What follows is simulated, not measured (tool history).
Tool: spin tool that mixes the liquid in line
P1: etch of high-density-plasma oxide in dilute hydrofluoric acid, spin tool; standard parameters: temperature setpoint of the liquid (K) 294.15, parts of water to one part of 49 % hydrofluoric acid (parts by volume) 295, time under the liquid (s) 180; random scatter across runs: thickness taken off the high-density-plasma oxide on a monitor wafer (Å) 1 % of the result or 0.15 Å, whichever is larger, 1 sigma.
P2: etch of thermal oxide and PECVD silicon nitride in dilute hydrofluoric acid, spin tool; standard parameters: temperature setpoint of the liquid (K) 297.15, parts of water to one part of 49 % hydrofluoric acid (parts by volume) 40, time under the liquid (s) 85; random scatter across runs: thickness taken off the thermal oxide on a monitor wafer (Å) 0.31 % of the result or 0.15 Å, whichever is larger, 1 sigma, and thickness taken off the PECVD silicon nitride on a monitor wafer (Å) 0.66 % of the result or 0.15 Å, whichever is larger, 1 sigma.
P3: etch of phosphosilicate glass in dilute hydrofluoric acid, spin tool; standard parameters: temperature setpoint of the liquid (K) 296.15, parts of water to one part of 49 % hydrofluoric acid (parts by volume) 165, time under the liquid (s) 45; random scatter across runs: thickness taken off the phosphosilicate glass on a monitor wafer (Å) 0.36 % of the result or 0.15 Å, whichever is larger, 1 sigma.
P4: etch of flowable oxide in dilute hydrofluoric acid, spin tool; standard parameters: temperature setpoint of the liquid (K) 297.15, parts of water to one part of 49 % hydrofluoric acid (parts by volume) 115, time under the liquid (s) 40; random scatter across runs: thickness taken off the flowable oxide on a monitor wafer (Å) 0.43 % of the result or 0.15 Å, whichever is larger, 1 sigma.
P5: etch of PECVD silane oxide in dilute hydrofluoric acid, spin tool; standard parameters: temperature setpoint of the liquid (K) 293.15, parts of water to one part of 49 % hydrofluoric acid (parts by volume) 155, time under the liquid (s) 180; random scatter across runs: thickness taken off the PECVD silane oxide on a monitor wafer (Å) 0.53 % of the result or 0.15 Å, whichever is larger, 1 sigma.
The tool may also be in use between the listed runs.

run	hour	process that ran	temperature setpoint of the liquid (K)	parts of water to one part of 49 % hydrofluoric acid (parts by volume)	time under the liquid (s)	thickness taken off the high-density-plasma oxide on a monitor wafer (Å)	thickness taken off the phosphosilicate glass on a monitor wafer (Å)	thickness taken off the thermal oxide on a monitor wafer (Å)	thickness taken off the PECVD silicon nitride on a monitor wafer (Å)	thickness taken off the PECVD silane oxide on a monitor wafer (Å)	thickness taken off the flowable oxide on a monitor wafer (Å)
1	11.2	P1	294.15	295	180	26.400					
2	20.8	P1	294.15	450	180	15.181					
3	32.9	P3	296.15	165	45		221.280				
4	44.2	P2	297.15	40	170			230.120	71.014		
5	57.7	P1	299.65	295	180	32.338					
6	72.5	P1	294.15	295	70	10.483					
7	84.1	P1	294.15	295	180	26.452					
8	100.8	P1	294.15	295	180	26.671					
# hour 108.3: hydrofluoric acid flow meter replaced
9	112.0	P1	301.15	295	250	46.187					
10	127.2	P5	293.15	155	50					130.82	
11	136.1	P2	291.65	40	85			91.692	24.457		
12	149.7	P3	296.15	295	45		108.460				
13	164.8	P1	294.15	295	180	26.779					
14	174.5	P4	297.15	195	40						95.739
15	187.0	P3	292.15	165	45		191.110				
16	199.3	P1	294.15	295	340	51.302					
17	207.5	P1	290.15	295	315	39.799					
18	223.4	P1	294.15	190	340	86.322					
19	232.0	P1	294.15	295	180	26.904					
20	244.3	P3	296.15	165	15		74.144				
21	254.7	P5	293.15	155	180					473.81	
22	268.4	P5	290.15	155	180					419.15	
23	283.8	P5	293.15	155	180					468.32	
24	291.8	P2	297.15	40	85			115.360	35.594		
25	305.0	P2	297.15	20	85			236.940	70.747		
26	315.1	P2	297.15	40	85			115.820	35.934		
27	329.3	P1	294.15	185	180	46.490					
28	346.2	P1	290.15	295	180	22.759					
29	356.2	P4	297.15	115	40						178.420
30	371.5	P5	293.15	245	180					270.71	
31	384.3	P4	290.15	115	40						134.600
32	400.1	P4	297.15	115	75						332.080
33	407.8	P3	296.15	165	45		222.070				
34	420.2	P1	294.15	295	180	26.504					
35	436.0	P1	294.15	295	180	25.917					
36	453.4	P1	294.15	295	180	24.939					
37	464.2	P1	294.15	295	180	25.162					
38	472.8	P1	294.15	295	180	24.767					
39	488.4	P1	294.15	295	180	24.776					
40	497.9	P1	294.15	295	180	24.529					
41	513.3	P1	294.15	295	180	24.829					
42	522.1	P1	294.15	295	180	24.463					
43	534.6	P1	294.15	295	180	25.097					

What P1 gives has crept away from where it was. These 2 causes fit the log equally well, each at the size given:
A: liquid colder than its thermometer reads (K) = 2
B: hydrofluoric acid flow below the setpoint (%) = 5.56
The creep began at about hour 420.2.

Below are 4 check runs, each on a single wafer, with their results shown as question marks. Which of them would tell the listed causes apart, meaning the causes would give clearly different results under it?
check 1	547.1	P4	297.15	180	40						?
check 2	547.1	P3	296.15	285	45		?				
check 3	547.1	P5	293.15	230	180					?	
check 4	547.1	P2	293.15	40	155			?	?		

What every check run would give for each of its results, assuming each possible cause in turn:
check	result	if A	if B
check 1	thickness taken off the flowable oxide on a monitor wafer (Å)	98.091	98.770
check 2	thickness taken off the phosphosilicate glass on a monitor wafer (Å)	105.830	105.680
check 3	thickness taken off the PECVD silane oxide on a monitor wafer (Å)	273.79	275.65
check 4	thickness taken off the thermal oxide on a monitor wafer (Å)	163.610	167.960
check 4	thickness taken off the PECVD silicon nitride on a monitor wafer (Å)	43.115	46.951
How far apart the two closest causes lie, in the result that separates them most: check 1 0.69 %; check 2 0.15 %; check 3 0.68 %; check 4 8.52 %
Only in check 4 would the causes give clearly different results; in the remaining checks their results would be nearly the same.

With check 4 done, the readings were: thickness taken off the thermal oxide on a monitor wafer (Å) 163.610; thickness taken off the PECVD silicon nitride on a monitor wafer (Å) 43.659. Identify which of the listed causes applies.

It is A: liquid colder than its thermometer reads (K).

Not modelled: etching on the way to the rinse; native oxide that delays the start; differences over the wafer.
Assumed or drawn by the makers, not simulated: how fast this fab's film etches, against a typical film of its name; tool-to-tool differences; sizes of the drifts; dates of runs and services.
